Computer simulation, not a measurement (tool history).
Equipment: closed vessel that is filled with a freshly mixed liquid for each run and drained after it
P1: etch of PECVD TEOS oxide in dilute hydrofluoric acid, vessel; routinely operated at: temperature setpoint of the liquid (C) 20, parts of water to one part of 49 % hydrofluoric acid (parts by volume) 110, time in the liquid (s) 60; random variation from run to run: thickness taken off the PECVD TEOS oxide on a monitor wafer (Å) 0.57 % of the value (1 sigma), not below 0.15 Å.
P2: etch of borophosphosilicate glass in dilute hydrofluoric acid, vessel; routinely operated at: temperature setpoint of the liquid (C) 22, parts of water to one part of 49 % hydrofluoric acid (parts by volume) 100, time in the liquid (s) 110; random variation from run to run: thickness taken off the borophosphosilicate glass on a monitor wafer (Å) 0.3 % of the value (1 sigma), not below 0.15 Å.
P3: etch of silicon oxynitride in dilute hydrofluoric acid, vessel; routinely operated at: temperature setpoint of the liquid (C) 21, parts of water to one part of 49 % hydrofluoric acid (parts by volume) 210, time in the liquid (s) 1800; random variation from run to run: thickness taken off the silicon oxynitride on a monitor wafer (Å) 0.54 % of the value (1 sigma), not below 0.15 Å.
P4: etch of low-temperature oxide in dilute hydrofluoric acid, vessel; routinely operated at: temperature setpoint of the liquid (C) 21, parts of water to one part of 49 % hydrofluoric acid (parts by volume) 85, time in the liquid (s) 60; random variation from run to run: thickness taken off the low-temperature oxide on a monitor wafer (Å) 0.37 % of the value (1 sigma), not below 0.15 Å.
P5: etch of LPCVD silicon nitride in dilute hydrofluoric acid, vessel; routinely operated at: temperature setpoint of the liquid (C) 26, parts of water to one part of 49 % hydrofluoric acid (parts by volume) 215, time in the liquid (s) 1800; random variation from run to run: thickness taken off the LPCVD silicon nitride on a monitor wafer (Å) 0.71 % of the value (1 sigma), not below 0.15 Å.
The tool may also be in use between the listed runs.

| run | hour | process that ran | temperature setpoint of the liquid (C) | parts of water to one part of 49 % hydrofluoric acid (parts by volume) | time in the liquid (s) | hours since the thermometer was replaced | hours since the hydrofluoric acid flow meter was replaced | thickness taken off the PECVD TEOS oxide on a monitor wafer (Å) | thickness taken off the silicon oxynitride on a monitor wafer (Å) | thickness taken off the borophosphosilicate glass on a monitor wafer (Å) | thickness taken off the low-temperature oxide on a monitor wafer (Å) | thickness taken off the LPCVD silicon nitride on a monitor wafer (Å) |
|---|---|---|---|---|---|---|---|---|---|---|---|---|
| 1 | 2.3 | P1 | 20 | 110 | 60 | 2199.1 | 1292.9 | 107.77 |  |  |  |  |
| 2 | 6.3 | P3 | 26.5 | 210 | 1800 | 2203.1 | 1296.9 |  | 172.42 |  |  |  |
| 3 | 10.3 | P2 | 22 | 100 | 110 | 2207.1 | 1300.9 |  |  | 551.96 |  |  |
| 4 | 14 | P2 | 22 | 165 | 110 | 2210.8 | 1304.6 |  |  | 311.39 |  |  |
| 5 | 18.3 | P1 | 20 | 110 | 60 | 2215.1 | 1308.9 | 106.78 |  |  |  |  |
| 6 | 21.1 | P2 | 17 | 100 | 110 | 2217.9 | 1311.7 |  |  | 450.35 |  |  |
| 7 | 24.1 | P3 | 21 | 320 | 1800 | 2220.9 | 1314.7 |  | 83.353 |  |  |  |
| 8 | 26.2 | P1 | 20 | 110 | 120 | 2223 | 1316.8 | 215.17 |  |  |  |  |
| 9 | 28.9 | P4 | 21 | 85 | 60 | 2225.7 | 1319.5 |  |  |  | 118.56 |  |
| 10 | 31.6 | P1 | 20 | 110 | 35 | 2228.4 | 1322.2 | 62.188 |  |  |  |  |
| 11 | 34.6 | P3 | 21 | 210 | 1800 | 2231.4 | 1325.2 |  | 136.11 |  |  |  |
| 12 | 38.7 | P4 | 17 | 85 | 60 | 2235.5 | 1329.3 |  |  |  | 100.28 |  |
| 13 | 41.9 | P1 | 20 | 200 | 60 | 2238.7 | 1332.5 | 52.893 |  |  |  |  |
| 14 | 45.6 | P1 | 17 | 110 | 60 | 2242.4 | 1336.2 | 93.947 |  |  |  |  |
| 15 | 47.5 | P2 | 22 | 100 | 200 | 2244.3 | 1338.1 |  |  | 1007.4 |  |  |
| 16 | 49.4 | P5 | 26 | 215 | 1800 | 2246.2 | 1340 |  |  |  |  | 38.132 |
| 17 | 52.8 | P1 | 24 | 65 | 60 | 2249.6 | 1343.4 | 225.55 |  |  |  |  |
| 18 | 55.1 | P5 | 26 | 375 | 1800 | 2251.9 | 1345.7 |  |  |  |  | 22.266 |
| 19 | 57.5 | P5 | 26 | 215 | 890 | 2254.3 | 1348.1 |  |  |  |  | 18.653 |
| 20 | 60.2 | P1 | 20 | 25 | 60 | 2257 | 1350.8 | 516.55 |  |  |  |  |
| 21 | 64.3 | P3 | 21 | 210 | 640 | 2261.1 | 1354.9 |  | 48.255 |  |  |  |
| 22 | 66.7 | P2 | 22 | 100 | 110 | 2263.5 | 1357.3 |  |  | 554.48 |  |  |
| 23 | 69.6 | P4 | 21 | 85 | 60 | 2266.4 | 1360.2 |  |  |  | 119.15 |  |
|  | 73 | thermometer replaced |
| 24 | 73.3 | P1 | 20 | 110 | 60 | 0.4 | 1363.9 | 108.03 |  |  |  |  |
| 25 | 76.5 | P3 | 21 | 210 | 1800 | 3.6 | 1367.1 |  | 135.16 |  |  |  |
| 26 | 80.5 | P4 | 21 | 40 | 60 | 7.6 | 1371.1 |  |  |  | 266.99 |  |
| 27 | 84 | P5 | 17.5 | 215 | 1800 | 11.1 | 1374.6 |  |  |  |  | 21.537 |
| 28 | 86.9 | P1 | 20 | 110 | 60 | 14 | 1377.5 | 106.42 |  |  |  |  |
| 29 | 90.7 | P1 | 20 | 110 | 60 | 17.8 | 1381.3 | 107.03 |  |  |  |  |
| 30 | 94.3 | P1 | 20 | 110 | 60 | 21.4 | 1384.9 | 106.75 |  |  |  |  |
| 31 | 98.1 | P4 | 21 | 85 | 30 | 25.2 | 1388.7 |  |  |  | 59.315 |  |
| 32 | 101.1 | P1 | 24 | 20 | 60 | 28.2 | 1391.7 | 782.16 |  |  |  |  |
| 33 | 103.5 | P1 | 27 | 110 | 60 | 30.6 | 1394.1 | 140.13 |  |  |  |  |
| 34 | 106.4 | P1 | 20 | 110 | 60 | 33.5 | 1397 | 106.7 |  |  |  |  |
| 35 | 108.8 | P1 | 20 | 110 | 60 | 35.9 | 1399.4 | 101.57 |  |  |  |  |
| 36 | 110.8 | P1 | 20 | 110 | 60 | 37.9 | 1401.4 | 100.22 |  |  |  |  |
| 37 | 114.5 | P1 | 20 | 110 | 60 | 41.6 | 1405.1 | 98.6 |  |  |  |  |
| 38 | 117.3 | P1 | 20 | 110 | 60 | 44.4 | 1407.9 | 98.04 |  |  |  |  |
| 39 | 119.6 | P1 | 20 | 110 | 60 | 46.7 | 1410.2 | 97.436 |  |  |  |  |
| 40 | 123.4 | P1 | 20 | 110 | 60 | 50.5 | 1414 | 97.234 |  |  |  |  |

P1 no longer gives what it gave before; its output has crept away from where it was. The following 2 causes, each at its listed size, fit the log equally well:
A: liquid colder than its thermometer reads (K) = 2.24
B: hydrofluoric acid flow below the setpoint (%) = 7.87
The creep began at about hour 106.4.

Which of the 4 check runs listed below, each an average over 2 wafers with its results shown as question marks, gives clearly different results under the different listed causes?
| check 1 | 127.2 | P4 | 17 | 85 | 30 |  |  |  |  |  | ? |  |
| check 2 | 127.2 | P2 | 19 | 100 | 190 |  |  |  |  | ? |  |  |
| check 3 | 127.2 | P5 | 19 | 320 | 1800 |  |  |  |  |  |  | ? |
| check 4 | 127.2 | P3 | 21 | 295 | 1800 |  |  |  | ? |  |  |  |

Check results expected under each cause:
| check | result | if A | if B |
|---|---|---|---|
| check 1 | thickness taken off the low-temperature oxide on a monitor wafer (Å) | 45.634 | 45.937 |
| check 2 | thickness taken off the borophosphosilicate glass on a monitor wafer (Å) | 770.78 | 772.76 |
| check 3 | thickness taken off the LPCVD silicon nitride on a monitor wafer (Å) | 14.334 | 15.31 |
| check 4 | thickness taken off the silicon oxynitride on a monitor wafer (Å) | 82.859 | 83.041 |
Smallest distance between any two causes, each pair judged by its most separating result, in per cent: check 1 0.66 %; check 2 0.26 %; check 3 6.59 %; check 4 0.22 %
Only in check 3 would the causes give clearly different results; in the remaining checks their results would be nearly the same.

After running check 3, the following was obtained: thickness taken off the LPCVD silicon nitride on a monitor wafer (Å) 14.29. Which cause does this point to?

It was cause A: liquid colder than its thermometer reads (K).

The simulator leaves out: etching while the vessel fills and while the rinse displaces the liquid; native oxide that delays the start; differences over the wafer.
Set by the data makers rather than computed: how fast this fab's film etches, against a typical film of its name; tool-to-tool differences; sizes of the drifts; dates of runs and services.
